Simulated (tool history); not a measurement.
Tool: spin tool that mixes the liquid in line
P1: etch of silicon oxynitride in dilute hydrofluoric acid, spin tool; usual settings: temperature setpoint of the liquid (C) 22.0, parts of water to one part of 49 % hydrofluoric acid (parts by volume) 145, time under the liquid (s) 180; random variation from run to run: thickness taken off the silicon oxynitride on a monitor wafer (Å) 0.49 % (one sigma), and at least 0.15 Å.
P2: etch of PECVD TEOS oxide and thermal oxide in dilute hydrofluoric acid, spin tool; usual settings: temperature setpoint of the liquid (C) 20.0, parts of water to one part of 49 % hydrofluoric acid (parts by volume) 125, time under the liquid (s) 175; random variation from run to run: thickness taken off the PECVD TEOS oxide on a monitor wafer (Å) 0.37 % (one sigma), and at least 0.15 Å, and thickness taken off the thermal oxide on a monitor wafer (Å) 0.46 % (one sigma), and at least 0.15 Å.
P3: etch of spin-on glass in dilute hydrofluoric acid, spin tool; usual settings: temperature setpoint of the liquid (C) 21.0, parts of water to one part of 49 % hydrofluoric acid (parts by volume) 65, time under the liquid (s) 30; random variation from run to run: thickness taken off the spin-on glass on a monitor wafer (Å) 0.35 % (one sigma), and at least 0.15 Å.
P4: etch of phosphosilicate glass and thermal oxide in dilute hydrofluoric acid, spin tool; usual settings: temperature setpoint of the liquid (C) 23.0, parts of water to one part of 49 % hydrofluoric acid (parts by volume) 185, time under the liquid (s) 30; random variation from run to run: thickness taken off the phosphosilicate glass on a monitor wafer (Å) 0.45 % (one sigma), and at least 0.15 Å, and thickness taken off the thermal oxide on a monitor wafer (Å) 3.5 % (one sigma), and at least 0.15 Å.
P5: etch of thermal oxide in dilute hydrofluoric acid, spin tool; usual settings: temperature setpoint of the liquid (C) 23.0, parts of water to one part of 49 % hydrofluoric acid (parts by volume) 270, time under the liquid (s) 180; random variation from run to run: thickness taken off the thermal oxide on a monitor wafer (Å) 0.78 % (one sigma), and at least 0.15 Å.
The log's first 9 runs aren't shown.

run	day	process that ran	temperature setpoint of the liquid (C)	parts of water to one part of 49 % hydrofluoric acid (parts by volume)	time under the liquid (s)	thickness taken off the silicon oxynitride on a monitor wafer (Å)	thickness taken off the phosphosilicate glass on a monitor wafer (Å)	thickness taken off the thermal oxide on a monitor wafer (Å)	thickness taken off the spin-on glass on a monitor wafer (Å)	thickness taken off the PECVD TEOS oxide on a monitor wafer (Å)
10	5.917	P5	23.0	270	305			42.9880		
11	6.654	P1	22.0	145	180	50.9680				
12	7.429	P1	17.5	145	180	41.1820				
13	7.888	P1	22.0	145	180	51.4790				
14	8.433	P1	22.0	40	300	334.1100				
15	9.008	P3	21.0	65	30				132.890	
16	9.512	P5	23.0	270	180			25.1740		
17	9.938	P4	23.0	315	30		62.253	3.2535		
18	10.504	P5	29.0	270	180			30.8740		
19	11.125	P4	23.0	185	30		120.930	6.3449		
20	11.650	P1	22.0	145	180	51.0550				
21	12.008	P4	30.0	185	30		156.840	7.6493		
# day 12.071: hydrofluoric acid flow meter replaced
22	12.446	P1	17.5	145	350	81.0160				
23	13.067	P2	20.0	45	175			167.5500		841.00
24	13.612	P5	23.0	65	180			133.5200		
25	14.217	P2	20.0	125	175			54.7460		275.12
26	14.838	P3	17.0	65	30				112.690	

Run 27 comes next. What will it give?
27	15.450	P4	23.0	185	30		?	?		

thickness taken off the phosphosilicate glass on a monitor wafer (Å): 122.060
thickness taken off the thermal oxide on a monitor wafer (Å): 5.8022
